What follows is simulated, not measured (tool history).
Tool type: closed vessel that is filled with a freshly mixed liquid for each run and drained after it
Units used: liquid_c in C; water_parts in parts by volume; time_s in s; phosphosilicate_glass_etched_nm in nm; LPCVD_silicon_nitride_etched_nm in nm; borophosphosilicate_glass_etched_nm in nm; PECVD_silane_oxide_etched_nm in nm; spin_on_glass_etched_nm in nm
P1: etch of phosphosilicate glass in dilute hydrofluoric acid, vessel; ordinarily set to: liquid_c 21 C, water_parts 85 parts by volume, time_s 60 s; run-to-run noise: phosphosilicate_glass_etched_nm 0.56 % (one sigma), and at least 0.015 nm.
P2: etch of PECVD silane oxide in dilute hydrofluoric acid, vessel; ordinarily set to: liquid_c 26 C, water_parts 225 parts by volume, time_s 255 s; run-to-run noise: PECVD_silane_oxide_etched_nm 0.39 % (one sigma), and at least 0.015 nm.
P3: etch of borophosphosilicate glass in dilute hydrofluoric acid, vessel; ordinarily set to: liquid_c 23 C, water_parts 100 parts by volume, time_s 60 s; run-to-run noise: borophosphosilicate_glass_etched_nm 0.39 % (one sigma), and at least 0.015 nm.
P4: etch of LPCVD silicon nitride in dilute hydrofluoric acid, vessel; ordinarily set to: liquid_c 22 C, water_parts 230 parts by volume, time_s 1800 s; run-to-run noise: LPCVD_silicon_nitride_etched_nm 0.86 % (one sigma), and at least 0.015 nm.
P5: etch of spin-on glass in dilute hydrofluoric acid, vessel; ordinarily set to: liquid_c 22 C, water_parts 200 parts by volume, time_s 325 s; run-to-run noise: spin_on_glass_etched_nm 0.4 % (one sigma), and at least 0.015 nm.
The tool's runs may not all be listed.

run   hour  process  liquid_c  water_parts  time_s  hours since the thermometer was replaced  hours since the hydrofluoric acid flow meter was replaced  phosphosilicate_glass_etched_nm  LPCVD_silicon_nitride_etched_nm  borophosphosilicate_glass_etched_nm  PECVD_silane_oxide_etched_nm  spin_on_glass_etched_nm
  1    9.4       P1        21           85      60                                     221.8                                                      405.5                           129.49
  2   18.9       P1      25.5          135      60                                     231.3                                                        415                           90.011
  3   31.5       P1      17.5           85      85                                     243.9                                                      427.6                           155.68
  4   42.2       P4        22          230    1800                                     254.6                                                      438.3                                                            3.0744
  5   48.2       P1        21           35      60                                     260.6                                                      444.3                           329.54
  6     58       P1        21           85      60                                     270.4                                                      454.1                           127.95
  7   69.3       P4        30          230    1800                                     281.7                                                      465.4                                                             5.138
  8   76.5       P1        17           85      60                                     288.9                                                      472.6                           108.33
  9   84.2       P1        21           85      30                                     296.6                                                      480.3                           63.028
 10   96.1       P3        23          100      60                                     308.5                                                      492.2                                                                                                 25.557
 11  103.2       P1      25.5           85      60                                     315.6                                                      499.3                            152.8
 12  115.1       P2        26           45     255                                     327.5                                                      511.2                                                                                                                               231.59
 13  125.8       P3        23          100      30                                     338.2                                                      521.9                                                                                                 12.856
 14  135.6       P1        21           85     115                                       348                                                      531.7                           245.21
 15  147.3       P3        17          100      60                                     359.7                                                      543.4                                                                                                 19.912
 16  158.3       P5      29.5          200     325                                     370.7                                                      554.4                                                                                                                                                        47.381
 17  168.2       P3        23          100      60                                     380.6                                                      564.3                                                                                                 25.591
 18  178.5       P1        21           85      60                                     390.9                                                      574.6                           126.83
 19  189.8       P2        26          225     255                                     402.2                                                      585.9                                                                                                                               37.005
 20  200.4       P1        21          120      60                                     412.8                                                      596.5                           86.833
 21    208       P4        22          230     280                                     420.4                                                      604.1                                                           0.47289
 22  213.7       P1        21           85      60                                     426.1                                                      609.8                           127.28
 23  219.9       P2        18          225     255                                     432.3                                                        616                                                                                                                               27.299
 24  225.5       P5        22          200     615                                     437.9                                                      621.6                                                                                                                                                         68.44
 25  231.2       P1        17           85      30                                     443.6                                                      627.3                           54.286
 26  237.8       P3        23          180      60                                     450.2                                                      633.9                                                                                                 13.043
 27  245.9       P5        22           65     325                                     458.3                                                        642                                                                                                                                                        128.62
 28  253.5       P4        22          405    1800                                     465.9                                                      649.6                                                            1.7845
 29  265.7       P5        22          200     325                                     478.1                                                      661.8                                                                                                                                                         35.94
 30  275.9       P2        26          225     255                                     488.3                                                        672                                                                                                                               36.689
 31    286       P5        22          200     325                                     498.4                                                      682.1                                                                                                                                                        35.928
 32  294.8       P2        26          225     460                                     507.2                                                      690.9                                                                                                                               66.186
 33  307.5       P1        21           85      60                                     519.9                                                      703.6                           126.41
 34  317.9       P1        21           85      60                                     530.3                                                        714                           124.83
 35  323.8       P1        21           85      60                                     536.2                                                      719.9                           122.56
 36  332.8       P1        21           85      60                                     545.2                                                      728.9                           120.02
 37  343.9       P1        21           85      60                                     556.3                                                        740                           118.53
 38  355.1       P1        21           85      60                                     567.5                                                      751.2                            118.4
 39  365.3       P1        21           85      60                                     577.7                                                      761.4                           117.83
 40  373.9       P1        21           85      60                                     586.3                                                        770                           116.36
 41  379.4       P1        21           85      60                                     591.8                                                      775.5                           117.23
 42  386.3       P1        21           85      60                                     598.7                                                      782.4                            118.3
 43  397.7       P1        21           85      60                                     610.1                                                      793.8                           115.96

What P1 gives has crept away from where it was. These 2 causes fit the log equally well, each at the size given:
A: hydrofluoric acid flow below the setpoint (%) = 7.6
B: liquid colder than its thermometer reads (K) = 2.11
Onset of the creep was near hour 307.5.

The list below offers 4 check runs, each averaging the results of 2 wafers, and shows each result as a question mark. For which of them would the listed causes give clearly different results?
check 1  409.1       P2        26           90     440                                                                                                                                                                                                                                         ?
check 2  409.1       P4        29          230    1800                                                                                                                                                                      ?
check 3  409.1       P3      17.5          180      60                                                                                                                                                                                                           ?
check 4  409.1       P5      28.5           80     325                                                                                                                                                                                                                                                                  ?

If the cause were each of the candidates in turn, the checks would give the following:
  check                               result    if A    if B
check 1         PECVD_silane_oxide_etched_nm  171.43  172.31
check 2      LPCVD_silicon_nitride_etched_nm   4.416   4.215
check 3  borophosphosilicate_glass_etched_nm  9.5382  9.6091
check 4              spin_on_glass_etched_nm  122.07   122.8
Minimum pairwise separation of causes per check, each pair taken at its best-separating result: check 1 0.51 %; check 2 4.66 %; check 3 0.74 %; check 4 0.59 %
Check 2 tells the causes apart: in the others they would give nearly the same result.

After running check 2, the following was obtained: LPCVD_silicon_nitride_etched_nm 4.1794 nm. Which cause does this point to?

The cause is B: liquid colder than its thermometer reads (K).

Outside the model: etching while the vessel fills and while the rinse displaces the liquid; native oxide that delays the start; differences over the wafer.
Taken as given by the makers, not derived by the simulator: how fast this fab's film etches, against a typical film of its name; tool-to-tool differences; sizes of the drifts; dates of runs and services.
